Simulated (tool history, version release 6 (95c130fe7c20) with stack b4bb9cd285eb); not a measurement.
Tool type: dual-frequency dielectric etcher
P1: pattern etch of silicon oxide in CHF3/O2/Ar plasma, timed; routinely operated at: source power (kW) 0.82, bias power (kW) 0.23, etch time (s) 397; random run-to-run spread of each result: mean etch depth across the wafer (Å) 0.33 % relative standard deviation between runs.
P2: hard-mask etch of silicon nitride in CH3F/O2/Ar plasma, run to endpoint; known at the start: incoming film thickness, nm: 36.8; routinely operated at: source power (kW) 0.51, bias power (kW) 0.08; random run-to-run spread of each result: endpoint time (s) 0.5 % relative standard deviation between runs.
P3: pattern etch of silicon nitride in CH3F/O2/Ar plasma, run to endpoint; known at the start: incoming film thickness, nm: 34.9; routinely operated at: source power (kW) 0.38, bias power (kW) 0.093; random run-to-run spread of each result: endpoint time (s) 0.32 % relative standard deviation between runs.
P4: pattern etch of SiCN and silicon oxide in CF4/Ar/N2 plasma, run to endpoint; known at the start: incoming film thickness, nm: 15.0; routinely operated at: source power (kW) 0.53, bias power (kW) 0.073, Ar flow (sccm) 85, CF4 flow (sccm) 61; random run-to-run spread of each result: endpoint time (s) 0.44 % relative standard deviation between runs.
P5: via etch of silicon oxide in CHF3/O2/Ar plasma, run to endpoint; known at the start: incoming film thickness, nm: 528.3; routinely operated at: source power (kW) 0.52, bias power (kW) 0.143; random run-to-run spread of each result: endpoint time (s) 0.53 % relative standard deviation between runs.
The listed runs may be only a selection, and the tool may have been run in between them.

run	day	process that ran	source power (kW)	bias power (kW)	etch time (s)	Ar flow (sccm)	CF4 flow (sccm)	hours since the last wet clean	hours since the last source power generator calibration	hours since the last bias power generator calibration	mean etch depth across the wafer (Å)	endpoint time (s)
1	0.412	P1	0.82	0.23	397			321.2	1609.6	1026.8	9742.3	
2	1.108	P1	0.82	0.18	397			337.9	1626.3	1043.5	8943.1	
3	1.821	P1	0.82	0.23	397			355	1643.4	1060.6	9664.1	
4	2.258	P1	0.82	0.23	397			365.5	1653.9	1071.1	9710.2	
5	2.838	P2	0.51	0.054				379.4	1667.8	1085		54.229
6	3.558	P4	0.53	0.073		63	61	396.7	1685.1	1102.3		14.979
7	4.179	P3	0.38	0.06				411.6	1700	1117.2		53.878
8	4.896	P1	0.55	0.318	397			428.8	1717.2	1134.4	9328.4	
9	5.308	P5	0.52	0.143				438.7	1727.1	1144.3		302.51
10	5.933	P2	0.51	0.08				453.7	1742.1	1159.3		47.839
11	6.667	P1	0.82	0.23	237.5			471.3	1759.7	1176.9	5813.9	
12	7.4	P1	0.82	0.23	397			488.9	1777.3	1194.5	9598.9	
13	7.746	P1	0.82	0.23	397			497.2	1785.6	1202.8	9590	
14	8.308	P2	0.51	0.08				510.7	1799.1	1216.3		47.412
15	8.679	P1	0.82	0.153	480.5			519.6	1808	1225.2	10209	
16	9.446	P1	0.82	0.23	397			538	1826.4	1243.6	9647.1	
17	9.842	P4	0.53	0.086		85	61	547.5	1835.9	1253.1		14.772
18	10.288	P4	0.53	0.073		85	61	558.2	1846.6	1263.8		15.573
# day 10.479: source power generator calibrated
19	10.658	P4	0.65	0.073		85	61	567.1	4.4	1272.7		13.048
20	11.05	P1	0.82	0.325	397			576.5	13.8	1282.1	10931	
21	11.429	P1	0.64	0.23	397			585.6	22.9	1291.2	8782.4	
22	11.983	P5	0.52	0.087				598.9	36.2	1304.5		352.09
23	12.621	P3	0.38	0.093				614.2	51.5	1319.8		46.672
24	13.271	P3	0.22	0.093				629.8	67.1	1335.4		57.256
25	13.629	P2	0.31	0.08				638.4	75.7	1344		57.696
26	14.142	P4	0.53	0.073		85	82	650.7	88	1356.3		15.033
27	14.629	P5	0.34	0.143				662.4	99.7	1368		352.29
28	15.208	P1	0.82	0.23	595			676.3	113.6	1381.9	14371	
29	15.654	P1	1.12	0.23	288			687	124.3	1392.6	7929.5	
30	16.2	P4	0.53	0.073		85	61	700.1	137.4	1405.7		15.727
31	16.567	P1	1.01	0.23	397			708.9	146.2	1414.5	10475	
32	17.225	P1	0.82	0.23	397			724.7	162	1430.3	9640.8	
33	17.783	P1	0.82	0.23	397			738.1	175.4	1443.7	9724.1	
34	18.412	P1	0.82	0.23	397			753.2	190.5	1458.8	9749.8	
# day 18.879: wet clean of the chamber
35	19.046	P1	0.82	0.23	397			4.1	205.7	1474	9819	
36	19.504	P1	0.82	0.23	397			15.1	216.7	1485	9811.8	

Run 37 is up next; what results do you expect?
37	20.096	P1	0.82	0.23	397			29.3	230.9	1499.2	?	

{"run 37": {"mean etch depth across the wafer (Å)": 9773.7}}
